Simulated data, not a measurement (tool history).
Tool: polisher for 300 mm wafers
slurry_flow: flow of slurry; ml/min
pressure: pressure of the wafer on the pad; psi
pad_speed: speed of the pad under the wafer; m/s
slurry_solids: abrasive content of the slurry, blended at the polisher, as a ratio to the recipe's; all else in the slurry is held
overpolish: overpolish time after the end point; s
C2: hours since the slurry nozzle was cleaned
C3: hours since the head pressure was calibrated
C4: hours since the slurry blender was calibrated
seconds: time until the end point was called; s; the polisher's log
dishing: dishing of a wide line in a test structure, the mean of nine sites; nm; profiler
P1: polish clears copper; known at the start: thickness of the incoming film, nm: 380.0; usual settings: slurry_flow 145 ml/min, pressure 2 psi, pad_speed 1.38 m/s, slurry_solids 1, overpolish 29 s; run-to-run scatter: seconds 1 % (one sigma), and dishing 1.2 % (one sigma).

Run 1, day 0.692: slurry_flow 145 ml/min, pressure 2 psi, pad_speed 1.38 m/s, slurry_solids 1, overpolish 29 s; wafers polished on this pad 932; C2 207.9; C3 755.6; C4 76.9. Result: seconds 130.88 s, dishing 24.574 nm.
Run 2, day 1.188: slurry_flow 220 ml/min, pressure 2 psi, pad_speed 1.38 m/s, slurry_solids 1, overpolish 29 s; wafers polished on this pad 1008; C2 219.8; C3 767.5; C4 88.8. Result: seconds 122.87 s, dishing 24.512 nm.
Run 3, day 1.729: slurry_flow 145 ml/min, pressure 2 psi, pad_speed 1.38 m/s, slurry_solids 1, overpolish 11 s; wafers polished on this pad 1090; C2 232.8; C3 780.5; C4 101.8. Result: seconds 132.55 s, dishing 16.741 nm.
Run 4, day 2.138: slurry_flow 145 ml/min, pressure 2 psi, pad_speed 1.38 m/s, slurry_solids 1, overpolish 50 s; wafers polished on this pad 1152; C2 242.6; C3 790.3; C4 111.6. Result: seconds 132.25 s, dishing 25.956 nm.
Run 5, day 2.554: slurry_flow 145 ml/min, pressure 2 psi, pad_speed 0.64 m/s, slurry_solids 1, overpolish 29 s; wafers polished on this pad 1215; C2 252.6; C3 800.3; C4 121.6. Result: seconds 285.7 s, dishing 18.443 nm.
Run 6, day 3.071: slurry_flow 145 ml/min, pressure 2 psi, pad_speed 1.38 m/s, slurry_solids 1, overpolish 29 s; wafers polished on this pad 1294; C2 265; C3 812.7; C4 134. Result: seconds 130.8 s, dishing 24.344 nm.
Run 7, day 3.462: slurry_flow 145 ml/min, pressure 2 psi, pad_speed 1.38 m/s, slurry_solids 1, overpolish 29 s; wafers polished on this pad 1353; C2 274.4; C3 822.1; C4 143.4. Result: seconds 130.7 s, dishing 24.235 nm.
Run 8, day 3.912: slurry_flow 145 ml/min, pressure 2 psi, pad_speed 1.74 m/s, slurry_solids 1, overpolish 29 s; wafers polished on this pad 1422; C2 285.2; C3 832.9; C4 154.2. Result: seconds 103.54 s, dishing 25.503 nm.
Run 9, day 4.625: slurry_flow 145 ml/min, pressure 2 psi, pad_speed 1.38 m/s, slurry_solids 1.3, overpolish 29 s; wafers polished on this pad 1530; C2 302.3; C3 850; C4 171.3. Result: seconds 121.46 s, dishing 24.562 nm.
Run 10, day 5.129: slurry_flow 145 ml/min, pressure 2 psi, pad_speed 1.38 m/s, slurry_solids 0.7, overpolish 47 s; wafers polished on this pad 1607; C2 314.4; C3 862.1; C4 183.4. Result: seconds 141.21 s, dishing 25.757 nm.
Run 11, day 5.825: slurry_flow 145 ml/min, pressure 2 psi, pad_speed 1.38 m/s, slurry_solids 1, overpolish 29 s; wafers polished on this pad 1713; C2 331.1; C3 878.8; C4 200.1. Result: seconds 127.79 s, dishing 24.528 nm.
Run 12, day 6.438: slurry_flow 145 ml/min, pressure 0.9 psi, pad_speed 1.84 m/s, slurry_solids 1, overpolish 29 s; wafers polished on this pad 1806; C2 345.8; C3 893.5; C4 214.8. Result: seconds 213.8 s, dishing 19.641 nm.
Run 13, day 7.088: slurry_flow 85 ml/min, pressure 2 psi, pad_speed 1.38 m/s, slurry_solids 1, overpolish 29 s; wafers polished on this pad 1905; C2 361.4; C3 909.1; C4 230.4. Result: seconds 150.52 s, dishing 23.681 nm.
Run 14, day 7.754: slurry_flow 145 ml/min, pressure 0.9 psi, pad_speed 1.38 m/s, slurry_solids 1, overpolish 29 s; wafers polished on this pad 2006; C2 377.4; C3 925.1; C4 246.4. Result: seconds 287.18 s, dishing 17.75 nm.
Run 15, day 8.112: slurry_flow 145 ml/min, pressure 2 psi, pad_speed 1.38 m/s, slurry_solids 1, overpolish 29 s; wafers polished on this pad 2060; C2 386; C3 933.7; C4 255. Result: seconds 134.17 s, dishing 24.478 nm.
Run 16, day 8.496: slurry_flow 145 ml/min, pressure 2 psi, pad_speed 1.38 m/s, slurry_solids 0.5, overpolish 29 s; wafers polished on this pad 2119; C2 395.2; C3 942.9; C4 264.2. Result: seconds 151.95 s, dishing 23.603 nm.
Run 17, day 9.125: slurry_flow 145 ml/min, pressure 3 psi, pad_speed 1.38 m/s, slurry_solids 1, overpolish 29 s; wafers polished on this pad 2214; C2 410.3; C3 958; C4 279.3. Result: seconds 87.974 s, dishing 26.743 nm.
At day 9.254: worn pad replaced by a new one.
At day 9.288: slurry blender recalibrated.
Run 18, day 9.65: slurry_flow 145 ml/min, pressure 1.2 psi, pad_speed 1.38 m/s, slurry_solids 1, overpolish 18 s; wafers polished on this pad 60; C2 422.9; C3 970.6; C4 8.7. Result: seconds 214.59 s, dishing 16.115 nm.
Run 19, day 9.983: slurry_flow 145 ml/min, pressure 2 psi, pad_speed 1.38 m/s, slurry_solids 1, overpolish 29 s; wafers polished on this pad 111; C2 430.9; C3 978.6; C4 16.7. Result: seconds 132.64 s, dishing 24.703 nm.
Run 20, day 10.633: slurry_flow 145 ml/min, pressure 2 psi, pad_speed 1.38 m/s, slurry_solids 1, overpolish 29 s; wafers polished on this pad 209; C2 446.5; C3 994.2; C4 32.3. Result: seconds 132.43 s, dishing 24.32 nm.
Run 21, day 10.954: slurry_flow 145 ml/min, pressure 2 psi, pad_speed 1.38 m/s, slurry_solids 1, overpolish 29 s; wafers polished on this pad 258; C2 454.2; C3 1001.9; C4 40. Result: seconds 133.54 s, dishing 24.614 nm.
Run 22, day 11.579: slurry_flow 145 ml/min, pressure 2 psi, pad_speed 1.38 m/s, slurry_solids 1, overpolish 29 s; wafers polished on this pad 353; C2 469.2; C3 1016.9; C4 55. Result: seconds 138.27 s, dishing 23.683 nm.
Run 23, day 12.188: slurry_flow 145 ml/min, pressure 2 psi, pad_speed 1.38 m/s, slurry_solids 1, overpolish 29 s; wafers polished on this pad 446; C2 483.8; C3 1031.5; C4 69.6. Result: seconds 139.47 s, dishing 24.044 nm.
Run 24, day 12.896: slurry_flow 145 ml/min, pressure 2 psi, pad_speed 1.38 m/s, slurry_solids 1, overpolish 29 s; wafers polished on this pad 553; C2 500.8; C3 1048.5; C4 86.6. Result: seconds 141.16 s, dishing 24.622 nm.
At day 13.083: worn pad replaced by a new one.
Run 25, day 13.517: slurry_flow 145 ml/min, pressure 2 psi, pad_speed 1.38 m/s, slurry_solids 1, overpolish 29 s; wafers polished on this pad 65; C2 515.7; C3 1063.4; C4 101.5. Result: seconds 145.92 s, dishing 24.111 nm.
At day 13.675: head pressure recalibrated.
Run 26, day 14.012: slurry_flow 145 ml/min, pressure 2 psi, pad_speed 1.38 m/s, slurry_solids 1, overpolish 29 s; wafers polished on this pad 141; C2 527.6; C3 8.1; C4 113.4. Result: seconds 142.38 s, dishing 24.213 nm.
Run 27, day 14.7: slurry_flow 145 ml/min, pressure 2 psi, pad_speed 1.38 m/s, slurry_solids 1, overpolish 29 s; wafers polished on this pad 245; C2 544.1; C3 24.6; C4 129.9. Result: seconds 142.51 s, dishing 23.872 nm.

What P1 gives has crept away from where it was. These 2 causes fit the log equally well, each at the size given:
A: slurry flow missing at the pad, % = 33.6
B: abrasive missing from the slurry, % = 34.3
The creep began at about day 10.633.
Why every other cause is out:
removal rate lost through wear of the pad, %: serviced at day 13.083, which brought nothing back
head's pressure below its setpoint, %: serviced at day 13.675, which brought nothing back

4 check runs are offered, each on 5 wafers whose results are averaged, their results left as question marks. Which one tells the causes apart?
Run check 1, day 15.388: slurry_flow 145 ml/min, pressure 0.9 psi, pad_speed 1.38 m/s, slurry_solids 1, overpolish 29 s. Result: seconds ?, dishing ?.
Run check 2, day 15.388: slurry_flow 145 ml/min, pressure 1.2 psi, pad_speed 1.38 m/s, slurry_solids 1, overpolish 29 s. Result: seconds ?, dishing ?.
Run check 3, day 15.388: slurry_flow 95 ml/min, pressure 2 psi, pad_speed 1.38 m/s, slurry_solids 1, overpolish 29 s. Result: seconds ?, dishing ?.
Run check 4, day 15.388: slurry_flow 145 ml/min, pressure 2.9 psi, pad_speed 1.38 m/s, slurry_solids 1, overpolish 29 s. Result: seconds ?, dishing ?.

What each check would give under each cause:
  check   result    if A    if B
check 1  seconds   319.2  319.24
check 1  dishing  16.688  16.687
check 2  seconds   239.4  239.43
check 2  dishing  19.546  19.545
check 3  seconds  163.62  157.35
check 3  dishing  23.173  23.439
check 4  seconds  99.062  99.074
check 4  dishing  26.215  26.215
How far apart the two closest causes lie, in the result that separates them most: check 1 0.01 %; check 2 0.01 %; check 3 3.91 %; check 4 0.01 %
Check 3 tells the causes apart: in the others they would give nearly the same result.

Then check 3 was run and gave: seconds 156.63 s; dishing 23.27 nm. Which cause is it?

It is B: abrasive missing from the slurry, %.

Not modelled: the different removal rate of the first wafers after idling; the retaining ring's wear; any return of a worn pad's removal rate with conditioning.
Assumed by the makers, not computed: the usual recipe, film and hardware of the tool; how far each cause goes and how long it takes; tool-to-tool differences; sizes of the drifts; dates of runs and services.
